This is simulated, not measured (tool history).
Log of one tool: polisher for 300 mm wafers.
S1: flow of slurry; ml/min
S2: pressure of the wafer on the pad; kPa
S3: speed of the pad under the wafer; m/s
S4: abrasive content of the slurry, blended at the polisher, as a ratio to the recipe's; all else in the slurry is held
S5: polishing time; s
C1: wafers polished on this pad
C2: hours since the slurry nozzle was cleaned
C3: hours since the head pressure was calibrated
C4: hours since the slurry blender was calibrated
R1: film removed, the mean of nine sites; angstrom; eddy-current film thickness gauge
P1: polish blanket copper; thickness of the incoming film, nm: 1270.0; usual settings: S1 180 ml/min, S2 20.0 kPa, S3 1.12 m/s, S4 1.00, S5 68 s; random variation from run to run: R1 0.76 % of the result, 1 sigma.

run   hour   S1    S2    S3    S4   S5    C1     C2     C3     C4       R1
  1    5.8  180  20.0  1.12  1.00   68   929  239.6  438.0  196.7  1896.90
  2   13.8  180  20.0  1.12  1.00   68   989  247.6  446.0  204.7  1931.40
  3   20.8  180  20.0  1.12  1.00   68  1042  254.6  453.0  211.7  1905.90
  4   25.5  180  20.0  0.58  1.00   34  1077  259.3  457.7  216.4   494.55
  5   30.6  180  20.0  1.12  1.00   41  1115  264.4  462.8  221.5  1151.50
  6   38.6  245  20.0  1.12  1.00   68  1175  272.4  470.8  229.5  1974.80
  7   43.6  180  20.0  1.12  1.00  107  1213  277.4  475.8  234.5  2979.90
  8   51.8  180  20.0  1.12  1.00   68  1275  285.6  484.0  242.7  1882.80
      56.5  -- slurry blender recalibrated
  9   58.1  180  11.0  1.12  1.00   68  1322  291.9  490.3    1.6  1041.50
 10   65.7  180  20.0  1.12  1.35   35  1379  299.5  497.9    9.2  1044.00
 11   71.5  180  20.0  1.12  0.55   68  1423  305.3  503.7   15.0  1665.20
      77.0  -- slurry nozzle cleaned
 12   78.2  180  20.0  1.12  1.50   68  1473    1.2  510.4   21.7  2066.20
 13   86.2  180  20.0  1.76  1.00   68  1533    9.2  518.4   29.7  2992.90
 14   92.4  180  20.0  0.58  1.00  104  1580   15.4  524.6   35.9  1493.50
 15   98.5  180  20.0  0.50  1.00   68  1625   21.5  530.7   42.0   844.98
 16  103.2  110  20.0  1.12  1.00   68  1661   26.2  535.4   46.7  1752.40
 17  111.6  180  20.0  1.12  1.00   68  1724   34.6  543.8   55.1  1882.80
 18  117.5  180  31.0  1.12  1.00   68  1768   40.5  549.7   61.0  2950.80
 19  124.1  180  20.0  1.12  1.00   68  1818   47.1  556.3   67.6  1922.50
 20  130.7  180  20.0  1.12  1.00   68  1867   53.7  562.9   74.2  1861.80
 21  137.4  180  20.0  1.12  1.00   68  1918   60.4  569.6   80.9  1832.90

The next listed run, before its measurement:
 22  145.0  180  20.0  1.12  1.00  68  1975  68.0  577.2  88.5   ?

{"run 22": {"R1": 1799.4}}
